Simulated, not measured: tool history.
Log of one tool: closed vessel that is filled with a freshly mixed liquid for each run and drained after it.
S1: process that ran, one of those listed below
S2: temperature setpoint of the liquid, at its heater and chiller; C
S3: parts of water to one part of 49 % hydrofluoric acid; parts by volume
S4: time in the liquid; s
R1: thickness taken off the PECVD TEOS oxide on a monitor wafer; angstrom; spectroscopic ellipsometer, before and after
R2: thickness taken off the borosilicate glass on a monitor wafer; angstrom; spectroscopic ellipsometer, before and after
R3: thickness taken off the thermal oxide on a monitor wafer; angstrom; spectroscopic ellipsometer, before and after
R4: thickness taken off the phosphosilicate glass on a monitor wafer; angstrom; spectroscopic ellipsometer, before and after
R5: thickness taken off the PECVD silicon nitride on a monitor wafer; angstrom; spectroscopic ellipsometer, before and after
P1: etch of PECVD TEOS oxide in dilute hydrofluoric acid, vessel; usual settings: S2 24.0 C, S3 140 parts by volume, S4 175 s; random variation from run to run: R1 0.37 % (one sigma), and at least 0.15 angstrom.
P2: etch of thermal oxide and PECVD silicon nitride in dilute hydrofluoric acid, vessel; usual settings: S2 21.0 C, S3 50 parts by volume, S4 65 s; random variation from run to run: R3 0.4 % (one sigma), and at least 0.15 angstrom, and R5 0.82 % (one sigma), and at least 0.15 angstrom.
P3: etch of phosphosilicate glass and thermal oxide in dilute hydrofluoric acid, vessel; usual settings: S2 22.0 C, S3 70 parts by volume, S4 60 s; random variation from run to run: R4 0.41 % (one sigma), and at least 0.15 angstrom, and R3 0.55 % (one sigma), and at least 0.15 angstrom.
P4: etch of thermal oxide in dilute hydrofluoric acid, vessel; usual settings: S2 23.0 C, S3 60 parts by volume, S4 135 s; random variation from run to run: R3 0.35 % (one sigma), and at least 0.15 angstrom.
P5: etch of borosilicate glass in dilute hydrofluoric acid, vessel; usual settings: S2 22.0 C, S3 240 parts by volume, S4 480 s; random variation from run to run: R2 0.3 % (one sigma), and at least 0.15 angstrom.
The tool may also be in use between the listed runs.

| run | hour | S1 | S2 | S3 | S4 | R1 | R2 | R3 | R4 | R5 |
|---|---|---|---|---|---|---|---|---|---|---|
| 1 | 11.8 | P1 | 24.0 | 140 | 175 | 144.230 |  |  |  |  |
| 2 | 20.2 | P5 | 17.0 | 240 | 480 |  | 425.770 |  |  |  |
| 3 | 31.1 | P1 | 24.0 | 140 | 35 | 29.159 |  |  |  |  |
| 4 | 38.4 | P5 | 22.0 | 325 | 480 |  | 351.130 |  |  |  |
| 5 | 53.7 | P1 | 24.0 | 45 | 175 | 502.590 |  |  |  |  |
| 6 | 67.4 | P1 | 24.0 | 140 | 175 | 143.570 |  |  |  |  |
| 7 | 82.7 | P4 | 23.0 | 60 | 30 |  |  | 24.027 |  |  |
| 8 | 91.1 | P3 | 22.0 | 70 | 60 |  |  | 38.237 | 782.54 |  |
| 9 | 98.7 | P1 | 24.0 | 140 | 175 | 143.800 |  |  |  |  |
| 10 | 108.5 | P4 | 23.0 | 60 | 135 |  |  | 106.840 |  |  |
| 11 | 117.7 | P2 | 21.0 | 70 | 65 |  |  | 39.203 |  | 21.553 |
| 12 | 132.8 | P1 | 29.5 | 240 | 175 | 91.205 |  |  |  |  |
| 13 | 141.2 | P4 | 30.0 | 60 | 135 |  |  | 142.070 |  |  |
| 14 | 155.6 | P4 | 23.0 | 60 | 135 |  |  | 107.620 |  |  |
| 15 | 168.9 | P5 | 22.0 | 240 | 30 |  | 32.427 |  |  |  |
| 16 | 176.3 | P2 | 26.0 | 50 | 65 |  |  | 69.715 |  | 41.537 |
| 17 | 189.1 | P3 | 22.0 | 115 | 60 |  |  | 21.844 | 449.80 |  |
| 18 | 204.2 | P5 | 22.0 | 240 | 480 |  | 514.240 |  |  |  |
| 19 | 218.1 | P2 | 21.0 | 50 | 100 |  |  | 87.028 |  | 45.479 |
| 20 | 231.5 | P1 | 30.5 | 140 | 175 | 183.380 |  |  |  |  |
| 21 | 243.3 | P3 | 17.0 | 70 | 60 |  |  | 30.551 | 633.33 |  |
| 22 | 257.4 | P4 | 23.0 | 80 | 135 |  |  | 78.898 |  |  |
| 23 | 266.2 | P1 | 24.0 | 140 | 285 | 235.150 |  |  |  |  |
| 24 | 275.5 | P1 | 24.0 | 255 | 175 | 70.267 |  |  |  |  |
| 25 | 288.1 | P3 | 22.0 | 70 | 95 |  |  | 59.713 | 1237.40 |  |
| 26 | 298.4 | P1 | 18.5 | 140 | 175 | 116.060 |  |  |  |  |
| 27 | 314.1 | P1 | 24.0 | 140 | 175 | 145.160 |  |  |  |  |
| 28 | 328.9 | P2 | 21.0 | 50 | 65 |  |  | 56.622 |  | 29.547 |
| 29 | 340.7 | P2 | 21.0 | 50 | 65 |  |  | 56.305 |  | 29.536 |
| 30 | 355.6 | P1 | 24.0 | 60 | 65 | 137.960 |  |  |  |  |
| 31 | 367.5 | P1 | 24.0 | 140 | 175 | 144.950 |  |  |  |  |
| 32 | 382.0 | P1 | 24.0 | 140 | 175 | 141.070 |  |  |  |  |

Run 33 comes next. What will it give?
| 33 | 391.4 | P1 | 24.0 | 140 | 175 | ? |  |  |  |  |

Run 33 gave R1 139.620 angstrom.
